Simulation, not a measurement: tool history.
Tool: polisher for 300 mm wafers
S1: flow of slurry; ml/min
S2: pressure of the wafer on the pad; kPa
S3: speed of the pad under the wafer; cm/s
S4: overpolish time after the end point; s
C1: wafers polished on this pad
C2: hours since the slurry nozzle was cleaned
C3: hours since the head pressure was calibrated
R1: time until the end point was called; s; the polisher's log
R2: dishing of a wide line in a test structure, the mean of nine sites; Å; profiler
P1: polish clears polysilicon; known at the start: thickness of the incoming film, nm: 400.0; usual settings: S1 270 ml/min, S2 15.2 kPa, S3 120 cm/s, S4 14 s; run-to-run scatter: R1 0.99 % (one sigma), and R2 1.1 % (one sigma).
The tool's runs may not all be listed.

run 1 hour=12.7 | S1=270 S2=15.2 S3=120 S4=14 | C1=285 C2=464.1 C3=242.3 | R1=31.281 R2=367.04
run 2 hour=25.2 | S1=270 S2=15.2 S3=120 S4=27 | C1=381 C2=476.6 C3=254.8 | R1=31.362 R2=371.51
run 3 hour=30.7 | S1=270 S2=6.9 S3=120 S4=14 | C1=423 C2=482.1 C3=260.3 | R1=69.29 R2=336.14
run 4 hour=41.6 | S1=270 S2=15.2 S3=78 S4=14 | C1=507 C2=493 C3=271.2 | R1=48.899 R2=359.09
run 5 hour=52.5 | S1=270 S2=15.2 S3=120 S4=14 | C1=591 C2=503.9 C3=282.1 | R1=31.061 R2=370.28
run 6 hour=63.2 | S1=270 S2=15.2 S3=120 S4=14 | C1=673 C2=514.6 C3=292.8 | R1=31.773 R2=368.98
run 7 hour=69 | S1=270 S2=15.2 S3=120 S4=14 | C1=718 C2=520.4 C3=298.6 | R1=31.287 R2=372.11
run 8 hour=78.2 | S1=270 S2=15.2 S3=188 S4=14 | C1=788 C2=529.6 C3=307.8 | R1=20.088 R2=369.92
run 9 hour=85.2 | S1=410 S2=15.2 S3=120 S4=14 | C1=842 C2=536.6 C3=314.8 | R1=30.206 R2=368.29
run 10 hour=96.7 | S1=270 S2=15.2 S3=120 S4=4 | C1=931 C2=548.1 C3=326.3 | R1=30.941 R2=279.97
run 11 hour=109.3 | S1=270 S2=24.1 S3=120 S4=14 | C1=1028 C2=560.7 C3=338.9 | R1=19.584 R2=374.94
run 12 hour=118.6 | S1=270 S2=23.4 S3=120 S4=5 | C1=1099 C2=570 C3=348.2 | R1=20.372 R2=350.09
run 13 hour=124.3 | S1=270 S2=15.2 S3=120 S4=14 | C1=1143 C2=575.7 C3=353.9 | R1=30.934 R2=365.55
run 14 hour=135.9 | S1=160 S2=15.2 S3=120 S4=14 | C1=1232 C2=587.3 C3=365.5 | R1=33.443 R2=367.07
run 15 hour=144.5 | S1=270 S2=15.2 S3=120 S4=14 | C1=1298 C2=595.9 C3=374.1 | R1=31.602 R2=375.75
run 16 hour=155.3 | S1=270 S2=15.2 S3=120 S4=14 | C1=1381 C2=606.7 C3=384.9 | R1=31.52 R2=363.48
run 17 hour=162.5 | S1=270 S2=15.2 S3=120 S4=14 | C1=1437 C2=613.9 C3=392.1 | R1=32.372 R2=365.3
run 18 hour=173.7 | S1=270 S2=15.2 S3=120 S4=14 | C1=1523 C2=625.1 C3=403.3 | R1=33.208 R2=371.2
run 19 hour=184.9 | S1=270 S2=15.2 S3=120 S4=14 | C1=1609 C2=636.3 C3=414.5 | R1=32.79 R2=375.77
run 20 hour=190.7 | S1=270 S2=15.2 S3=120 S4=14 | C1=1654 C2=642.1 C3=420.3 | R1=33.24 R2=365.56
run 21 hour=200.2 | S1=270 S2=15.2 S3=120 S4=14 | C1=1727 C2=651.6 C3=429.8 | R1=32.926 R2=368.36
-- hour=204.4 head pressure recalibrated
run 22 hour=207.8 | S1=270 S2=15.2 S3=120 S4=14 | C1=1785 C2=659.2 C3=3.4 | R1=33.126 R2=368.91
run 23 hour=220.7 | S1=270 S2=15.2 S3=120 S4=14 | C1=1884 C2=672.1 C3=16.3 | R1=32.913 R2=366
run 24 hour=231.1 | S1=270 S2=15.2 S3=120 S4=14 | C1=1964 C2=682.5 C3=26.7 | R1=33.658 R2=371.86

What P1 gives has crept away from where it was. These 2 causes fit the log equally well, each at the size given:
A: slurry flow missing at the pad, % = 37.6
B: removal rate lost through wear of the pad, % = 5.78
The creep began at about hour 144.5.
Why every other cause is out:
head's pressure below its setpoint, %: serviced at hour 204.4, which brought nothing back

4 check runs are offered, each on 5 wafers whose results are averaged, their results left as question marks. Which one tells the causes apart?
run check 1 hour=241.5 | S1=270 S2=24.1 S3=120 S4=14 | R1=? R2=?
run check 2 hour=241.5 | S1=270 S2=9 S3=86 S4=14 | R1=? R2=?
run check 3 hour=241.5 | S1=160 S2=15.2 S3=120 S4=14 | R1=? R2=?
run check 4 hour=241.5 | S1=270 S2=15.2 S3=186 S4=14 | R1=? R2=?

What each check would give under each cause:
check=check_1 result=R1 if_A=20.919 if_B=20.921
check=check_1 result=R2 if_A=372.46 if_B=372.46
check=check_2 result=R1 if_A=78.587 if_B=78.594
check=check_2 result=R2 if_A=318.15 if_B=318.14
check=check_3 result=R1 if_A=36.955 if_B=35.615
check=check_3 result=R2 if_A=366.46 if_B=367.35
check=check_4 result=R1 if_A=21.471 if_B=21.473
check=check_4 result=R2 if_A=372.4 if_B=372.4
How far apart the two closest causes lie, in the result that separates them most: check 1 0.01 %; check 2 0.01 %; check 3 3.7 %; check 4 0.01 %
Check 3 tells the causes apart: in the others they would give nearly the same result.

Check 3 was then run and gave: R1 36.912 s; R2 365.76 Å. Which cause is it?

It is A: slurry flow missing at the pad, %.

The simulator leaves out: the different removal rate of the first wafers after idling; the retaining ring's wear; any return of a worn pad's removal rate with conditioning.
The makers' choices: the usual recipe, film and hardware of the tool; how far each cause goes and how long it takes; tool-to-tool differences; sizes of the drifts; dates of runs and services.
